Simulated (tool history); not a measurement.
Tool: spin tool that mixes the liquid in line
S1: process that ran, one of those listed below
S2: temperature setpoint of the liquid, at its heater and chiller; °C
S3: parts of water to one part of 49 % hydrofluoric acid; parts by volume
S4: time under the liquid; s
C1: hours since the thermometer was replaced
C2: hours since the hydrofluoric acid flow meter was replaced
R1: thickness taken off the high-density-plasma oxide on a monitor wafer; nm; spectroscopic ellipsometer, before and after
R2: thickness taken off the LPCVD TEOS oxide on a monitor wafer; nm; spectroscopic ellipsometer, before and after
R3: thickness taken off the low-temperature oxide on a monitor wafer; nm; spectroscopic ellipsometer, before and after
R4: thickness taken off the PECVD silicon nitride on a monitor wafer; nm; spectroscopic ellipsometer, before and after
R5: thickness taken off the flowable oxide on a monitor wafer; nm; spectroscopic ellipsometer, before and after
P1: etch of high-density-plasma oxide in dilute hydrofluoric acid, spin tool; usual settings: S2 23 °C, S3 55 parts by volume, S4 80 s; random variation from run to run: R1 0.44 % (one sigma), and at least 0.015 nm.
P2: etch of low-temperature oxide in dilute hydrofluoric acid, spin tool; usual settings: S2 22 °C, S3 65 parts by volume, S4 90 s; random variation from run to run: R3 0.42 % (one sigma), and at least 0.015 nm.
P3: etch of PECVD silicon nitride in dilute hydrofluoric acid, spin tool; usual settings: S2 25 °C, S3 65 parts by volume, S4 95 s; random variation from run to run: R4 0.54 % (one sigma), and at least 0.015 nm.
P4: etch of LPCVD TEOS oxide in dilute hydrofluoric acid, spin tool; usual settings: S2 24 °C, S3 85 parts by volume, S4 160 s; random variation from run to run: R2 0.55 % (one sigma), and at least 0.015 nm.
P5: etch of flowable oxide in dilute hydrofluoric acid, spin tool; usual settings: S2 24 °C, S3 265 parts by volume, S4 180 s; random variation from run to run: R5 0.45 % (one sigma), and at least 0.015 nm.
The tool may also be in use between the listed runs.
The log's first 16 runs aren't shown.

| run | hour | S1 | S2 | S3 | S4 | C1 | C2 | R1 | R2 | R3 | R4 | R5 |
|---|---|---|---|---|---|---|---|---|---|---|---|---|
| 17 | 85.3 | P1 | 23 | 55 | 80 | 999.8 | 30.3 | 10.713 |  |  |  |  |
| 18 | 91.8 | P1 | 23 | 95 | 80 | 1006.3 | 36.8 | 5.945 |  |  |  |  |
| 19 | 96 | P4 | 24 | 145 | 160 | 1010.5 | 41 |  | 17.677 |  |  |  |
| 20 | 99.7 | P1 | 23 | 55 | 80 | 1014.2 | 44.7 | 10.605 |  |  |  |  |
| 21 | 105.5 | P5 | 24 | 265 | 15 | 1020 | 50.5 |  |  |  |  | 1.3791 |
| 22 | 108.8 | P2 | 22 | 65 | 90 | 1023.3 | 53.8 |  |  | 21.627 |  |  |
| 23 | 115.1 | P1 | 23 | 55 | 140 | 1029.6 | 60.1 | 18.781 |  |  |  |  |
| 24 | 118.2 | P1 | 23 | 20 | 80 | 1032.7 | 63.2 | 30.564 |  |  |  |  |
| 25 | 123.2 | P4 | 17 | 85 | 160 | 1037.7 | 68.2 |  | 24.344 |  |  |  |
|  | 127.2 | thermometer replaced |
| 26 | 129.5 | P3 | 31 | 65 | 95 | 2.4 | 74.5 |  |  |  | 9.8641 |  |
| 27 | 136.3 | P1 | 27 | 55 | 15 | 9.2 | 81.3 | 2.3625 |  |  |  |  |
| 28 | 141.6 | P4 | 24 | 85 | 40 | 14.5 | 86.6 |  | 8.2529 |  |  |  |
| 29 | 146.8 | P1 | 23 | 55 | 80 | 19.7 | 91.8 | 10.736 |  |  |  |  |
| 30 | 152 | P2 | 22 | 65 | 150 | 24.9 | 97 |  |  | 36.081 |  |  |
| 31 | 158.9 | P5 | 24 | 70 | 180 | 31.8 | 103.9 |  |  |  |  | 77.18 |
| 32 | 164.5 | P1 | 17 | 55 | 80 | 37.4 | 109.5 | 8.3031 |  |  |  |  |
| 33 | 169.3 | P1 | 23 | 55 | 80 | 42.2 | 114.3 | 10.773 |  |  |  |  |
| 34 | 174.6 | P1 | 23 | 55 | 80 | 47.5 | 119.6 | 10.289 |  |  |  |  |
| 35 | 181.6 | P1 | 23 | 55 | 80 | 54.5 | 126.6 | 10.143 |  |  |  |  |
| 36 | 184.8 | P1 | 23 | 55 | 80 | 57.7 | 129.8 | 10.075 |  |  |  |  |

The next listed run, before its measurement:
| 37 | 190 | P1 | 23 | 55 | 80 | 62.9 | 135 | ? |  |  |  |  |

{"run 37": {"R1": 9.9093}}
